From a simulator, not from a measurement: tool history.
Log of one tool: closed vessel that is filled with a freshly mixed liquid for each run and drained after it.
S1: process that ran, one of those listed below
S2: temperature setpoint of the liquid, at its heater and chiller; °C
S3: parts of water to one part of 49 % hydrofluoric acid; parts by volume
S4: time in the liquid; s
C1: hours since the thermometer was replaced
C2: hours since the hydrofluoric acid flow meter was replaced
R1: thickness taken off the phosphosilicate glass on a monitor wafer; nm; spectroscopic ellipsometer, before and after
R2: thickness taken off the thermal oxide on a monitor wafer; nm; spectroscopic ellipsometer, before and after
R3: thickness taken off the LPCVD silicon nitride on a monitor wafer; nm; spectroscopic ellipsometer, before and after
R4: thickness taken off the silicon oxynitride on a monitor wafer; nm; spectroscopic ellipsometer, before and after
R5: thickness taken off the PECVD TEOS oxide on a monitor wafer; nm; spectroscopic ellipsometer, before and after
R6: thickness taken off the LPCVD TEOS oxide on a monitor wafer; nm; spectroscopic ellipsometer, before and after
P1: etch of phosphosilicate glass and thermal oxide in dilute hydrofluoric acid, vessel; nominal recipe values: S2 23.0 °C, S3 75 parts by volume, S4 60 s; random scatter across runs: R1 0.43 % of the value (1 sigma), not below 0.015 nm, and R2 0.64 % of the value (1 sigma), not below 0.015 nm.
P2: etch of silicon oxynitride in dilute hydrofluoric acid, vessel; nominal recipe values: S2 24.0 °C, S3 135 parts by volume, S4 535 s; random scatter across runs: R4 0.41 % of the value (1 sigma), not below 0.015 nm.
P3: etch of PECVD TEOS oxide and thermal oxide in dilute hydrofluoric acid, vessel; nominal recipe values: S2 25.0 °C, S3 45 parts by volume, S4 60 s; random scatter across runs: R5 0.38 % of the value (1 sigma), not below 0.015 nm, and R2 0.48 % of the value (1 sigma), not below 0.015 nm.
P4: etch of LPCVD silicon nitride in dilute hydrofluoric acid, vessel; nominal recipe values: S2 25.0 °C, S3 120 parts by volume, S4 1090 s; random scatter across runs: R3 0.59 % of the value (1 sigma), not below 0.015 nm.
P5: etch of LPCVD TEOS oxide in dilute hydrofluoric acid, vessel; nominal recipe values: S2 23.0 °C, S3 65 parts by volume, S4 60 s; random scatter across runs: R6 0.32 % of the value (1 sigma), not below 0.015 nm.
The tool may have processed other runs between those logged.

{"run": 1, "day": 0.175, "S1": "P1", "S2": 23.0, "S3": 75, "S4": 60, "C1": 443.2, "C2": 393.7, "R1": 138.57, "R2": 3.6726}
{"run": 2, "day": 0.479, "S1": "P4", "S2": 25.0, "S3": 120, "S4": 1090, "C1": 450.5, "C2": 401.0, "R3": 5.2588}
{"run": 3, "day": 0.775, "S1": "P1", "S2": 23.0, "S3": 30, "S4": 60, "C1": 457.6, "C2": 408.1, "R1": 368.21, "R2": 9.5795}
{"run": 4, "day": 1.029, "S1": "P1", "S2": 23.0, "S3": 110, "S4": 30, "C1": 463.7, "C2": 414.2, "R1": 44.907, "R2": 1.193}
{"run": 5, "day": 1.288, "S1": "P1", "S2": 23.0, "S3": 20, "S4": 35, "C1": 469.9, "C2": 420.4, "R1": 323.59, "R2": 8.555}
{"run": 6, "day": 1.617, "S1": "P1", "S2": 23.0, "S3": 75, "S4": 60, "C1": 477.8, "C2": 428.3, "R1": 137.76, "R2": 3.6548}
{"run": 7, "day": 1.875, "S1": "P2", "S2": 24.0, "S3": 135, "S4": 535, "C1": 484.0, "C2": 434.5, "R4": 8.1314}
{"run": 8, "day": 2.129, "S1": "P2", "S2": 18.5, "S3": 135, "S4": 535, "C1": 490.1, "C2": 440.6, "R4": 6.2926}
{"run": 9, "day": 2.317, "S1": "P3", "S2": 25.0, "S3": 45, "S4": 60, "C1": 494.6, "C2": 445.1, "R2": 7.431, "R5": 41.781}
{"run": 10, "day": 2.646, "S1": "P1", "S2": 23.0, "S3": 75, "S4": 30, "C1": 502.5, "C2": 453.0, "R1": 69.895, "R2": 1.8217}
{"run": 11, "day": 2.95, "S1": "P1", "S2": 23.0, "S3": 125, "S4": 60, "C1": 509.8, "C2": 460.3, "R1": 78.417, "R2": 2.067}
{"run": 12, "day": 3.254, "S1": "P3", "S2": 25.0, "S3": 45, "S4": 60, "C1": 517.1, "C2": 467.6, "R2": 7.49, "R5": 41.701}
{"run": 13, "day": 3.483, "S1": "P5", "S2": 23.0, "S3": 65, "S4": 35, "C1": 522.6, "C2": 473.1, "R6": 29.922}
{"run": 14, "day": 3.658, "S1": "P1", "S2": 31.0, "S3": 75, "S4": 60, "C1": 526.8, "C2": 477.3, "R1": 189.12, "R2": 5.0746}
{"run": 15, "day": 3.896, "S1": "P4", "S2": 25.0, "S3": 120, "S4": 30, "C1": 532.5, "C2": 483.0, "R3": 0.13885}
{"run": 16, "day": 4.2, "S1": "P5", "S2": 23.0, "S3": 20, "S4": 60, "C1": 539.8, "C2": 490.3, "R6": 175.9}
{"run": 17, "day": 4.425, "S1": "P4", "S2": 25.0, "S3": 120, "S4": 1090, "C1": 545.2, "C2": 495.7, "R3": 5.2103}
{"run": 18, "day": 4.679, "S1": "P5", "S2": 23.0, "S3": 65, "S4": 60, "C1": 551.3, "C2": 501.8, "R6": 51.075}
{"run": 19, "day": 5.0, "S1": "P4", "S2": 20.0, "S3": 120, "S4": 1090, "C1": 559.0, "C2": 509.5, "R3": 3.7446}
{"run": 20, "day": 5.304, "S1": "P1", "S2": 23.0, "S3": 75, "S4": 60, "C1": 566.3, "C2": 516.8, "R1": 137.71, "R2": 3.6449}
{"run": 21, "day": 5.529, "S1": "P1", "S2": 23.0, "S3": 75, "S4": 60, "C1": 571.7, "C2": 522.2, "R1": 138.07, "R2": 3.6698}
{"run": 22, "day": 5.804, "S1": "P2", "S2": 24.0, "S3": 135, "S4": 535, "C1": 578.3, "C2": 528.8, "R4": 8.1553}
{"run": 23, "day": 6.054, "S1": "P1", "S2": 17.0, "S3": 75, "S4": 60, "C1": 584.3, "C2": 534.8, "R1": 107.24, "R2": 2.8587}
{"run": 24, "day": 6.35, "S1": "P3", "S2": 30.0, "S3": 45, "S4": 60, "C1": 591.4, "C2": 541.9, "R2": 9.186, "R5": 50.855}
{"run": 25, "day": 6.654, "S1": "P5", "S2": 30.0, "S3": 65, "S4": 60, "C1": 598.7, "C2": 549.2, "R6": 67.887}
{"run": 26, "day": 6.946, "S1": "P3", "S2": 25.0, "S3": 45, "S4": 115, "C1": 605.7, "C2": 556.2, "R2": 14.176, "R5": 79.77}
{"run": 27, "day": 7.138, "S1": "P2", "S2": 24.0, "S3": 135, "S4": 95, "C1": 610.3, "C2": 560.8, "R4": 1.445}
{"run": 28, "day": 7.317, "S1": "P1", "S2": 23.0, "S3": 75, "S4": 60, "C1": 614.6, "C2": 565.1, "R1": 138.35, "R2": 3.7188}
{"run": 29, "day": 7.654, "S1": "P1", "S2": 23.0, "S3": 75, "S4": 90, "C1": 622.7, "C2": 573.2, "R1": 208.02, "R2": 5.4398}
{"run": 30, "day": 7.908, "S1": "P3", "S2": 25.0, "S3": 20, "S4": 60, "C1": 628.8, "C2": 579.3, "R2": 17.369, "R5": 96.757}
{"run": 31, "day": 8.146, "S1": "P1", "S2": 23.0, "S3": 75, "S4": 60, "C1": 634.5, "C2": 585.0, "R1": 138.03, "R2": 3.6884}
{"run": 32, "day": 8.342, "S1": "P4", "S2": 25.0, "S3": 70, "S4": 1090, "C1": 639.2, "C2": 589.7, "R3": 9.0057}
{"run": 33, "day": 8.579, "S1": "P2", "S2": 24.0, "S3": 215, "S4": 535, "C1": 644.9, "C2": 595.4, "R4": 4.8183}
{"run": 34, "day": 8.808, "S1": "P5", "S2": 23.0, "S3": 65, "S4": 60, "C1": 650.4, "C2": 600.9, "R6": 51.259}
{"run": 35, "day": 9.05, "S1": "P1", "S2": 23.0, "S3": 75, "S4": 60, "C1": 656.2, "C2": 606.7, "R1": 138.34, "R2": 3.6666}
{"run": 36, "day": 9.238, "S1": "P1", "S2": 23.0, "S3": 75, "S4": 60, "C1": 660.7, "C2": 611.2, "R1": 141.69, "R2": 3.7441}
{"run": 37, "day": 9.562, "S1": "P1", "S2": 23.0, "S3": 75, "S4": 60, "C1": 668.5, "C2": 619.0, "R1": 146.34, "R2": 3.8751}
{"run": 38, "day": 9.879, "S1": "P1", "S2": 23.0, "S3": 75, "S4": 60, "C1": 676.1, "C2": 626.6, "R1": 147.75, "R2": 3.952}
{"run": 39, "day": 10.233, "S1": "P1", "S2": 23.0, "S3": 75, "S4": 60, "C1": 684.6, "C2": 635.1, "R1": 148.51, "R2": 3.9642}
{"run": 40, "day": 10.479, "S1": "P1", "S2": 23.0, "S3": 75, "S4": 60, "C1": 690.5, "C2": 641.0, "R1": 149.7, "R2": 3.9694}
{"run": 41, "day": 10.638, "S1": "P1", "S2": 23.0, "S3": 75, "S4": 60, "C1": 694.3, "C2": 644.8, "R1": 151.12, "R2": 3.9557}
{"run": 42, "day": 10.954, "S1": "P1", "S2": 23.0, "S3": 75, "S4": 60, "C1": 701.9, "C2": 652.4, "R1": 150.21, "R2": 4.0166}

What P1 gives has crept off from where it sat before. The 2 causes that follow fit the log equally well, each at the size noted:
A: hydrofluoric acid flow above the setpoint (%) = 7.95
B: liquid hotter than its thermometer reads (K) = 2.07
Onset of the creep was near day 9.050.

Each of the check runs listed below is run on 5 wafers and reports their average, with the results left as question marks. Pick the one under which the possible causes would lead to clearly different results.
{"run": "check 1", "day": 11.271, "S1": "P4", "S2": 25.0, "S3": 120, "S4": 220, "R3": "?"}
{"run": "check 2", "day": 11.271, "S1": "P5", "S2": 29.5, "S3": 45, "S4": 60, "R6": "?"}
{"run": "check 3", "day": 11.271, "S1": "P3", "S2": 25.0, "S3": 45, "S4": 115, "R2": "?", "R5": "?"}
{"run": "check 4", "day": 11.271, "S1": "P2", "S2": 24.0, "S3": 195, "S4": 170, "R4": "?"}

What each check would give under each cause:
check=check_1 result=R3 if_A=1.14190 if_B=1.20890
check=check_2 result=R6 if_A=107.230 if_B=107.200
check=check_3 result=R2 if_A=15.4820 if_B=15.5330
check=check_3 result=R5 if_A=86.579 if_B=86.861
check=check_4 result=R4 if_A=1.8671 if_B=1.8750
How far apart the two closest causes lie, in the result that separates them most: check 1 5.71 %; check 2 0.02 %; check 3 0.33 %; check 4 0.42 %
The other checks would show nearly matching results whichever cause is true, so check 1 is the only one that separates the causes.

With check 1 done, the readings were: R3 1.20770 nm. Identify which of the listed causes applies.

The cause is B: liquid hotter than its thermometer reads (K).
